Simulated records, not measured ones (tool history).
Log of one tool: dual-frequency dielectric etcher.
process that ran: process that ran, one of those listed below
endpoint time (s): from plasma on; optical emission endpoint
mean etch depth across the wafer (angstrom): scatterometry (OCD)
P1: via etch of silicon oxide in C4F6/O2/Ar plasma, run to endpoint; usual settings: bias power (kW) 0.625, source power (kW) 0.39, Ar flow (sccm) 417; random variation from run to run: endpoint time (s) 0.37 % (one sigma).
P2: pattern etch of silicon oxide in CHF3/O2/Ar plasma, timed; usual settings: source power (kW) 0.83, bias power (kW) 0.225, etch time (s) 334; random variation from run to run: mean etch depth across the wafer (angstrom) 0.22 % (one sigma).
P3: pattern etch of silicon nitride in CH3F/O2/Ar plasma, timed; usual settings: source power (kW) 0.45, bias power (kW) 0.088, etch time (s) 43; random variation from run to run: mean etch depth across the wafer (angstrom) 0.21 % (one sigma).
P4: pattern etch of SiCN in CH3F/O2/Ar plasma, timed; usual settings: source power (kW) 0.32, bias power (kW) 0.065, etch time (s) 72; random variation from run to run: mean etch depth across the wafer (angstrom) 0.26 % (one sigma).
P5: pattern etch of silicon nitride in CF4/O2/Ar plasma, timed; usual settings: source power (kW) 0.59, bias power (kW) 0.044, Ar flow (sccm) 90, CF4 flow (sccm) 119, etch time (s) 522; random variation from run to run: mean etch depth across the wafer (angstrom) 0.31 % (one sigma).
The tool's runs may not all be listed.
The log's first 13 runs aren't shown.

run	hour	process that ran	bias power (kW)	source power (kW)	Ar flow (sccm)	etch time (s)	CF4 flow (sccm)	hours since the last wet clean	hours since the last bias power generator calibration	hours since the last source power generator calibration	hours since the last Ar flow controller change	endpoint time (s)	mean etch depth across the wafer (angstrom)
14	174.8	P1	0.368	0.39	417			231.1	1023.7	21.9	4027.4	48.618	
15	187.6	P1	0.625	0.39	417			243.9	1036.5	34.7	4040.2	40.195	
16	204.1	P3	0.088	0.27		43		260.4	1053	51.2	4056.7		280.97
17	216.1	P5	0.044	0.59	90	522	144	272.4	1065	63.2	4068.7		11742
18	226.3	P1	0.625	0.39	417			282.6	1075.2	73.4	4078.9	40.246	
19	235.6	P2	0.225	0.83		416.5		291.9	1084.5	82.7	4088.2		9953.1
20	245.3	P5	0.044	0.59	126	522	119	301.6	1094.2	92.4	4097.9		11025
21	254.9	P4	0.065	0.32		72		311.2	1103.8	102	4107.5		240.88
22	267.5	P2	0.303	0.83		334		323.8	1116.4	114.6	4120.1		8873.7
23	283.7	P1	0.625	0.39	417			340	1132.6	130.8	4136.3	40.442	
24	292.9	P1	0.625	0.39	417			349.2	1141.8	140	4145.5	39.92	
25	302	P3	0.088	0.45		43		358.3	1150.9	149.1	4154.6		340.17
26	311.2	P4	0.065	0.32		96		367.5	1160.1	158.3	4163.8		321.92
27	319.3	P5	0.044	0.59	90	522	119	375.6	1168.2	166.4	4171.9		11540

Forecast run 28:
28	329.9	P3	0.088	0.45		23.5		386.2	1178.8	177	4182.5		?

Run 28 gave mean etch depth across the wafer (angstrom) 185.94.
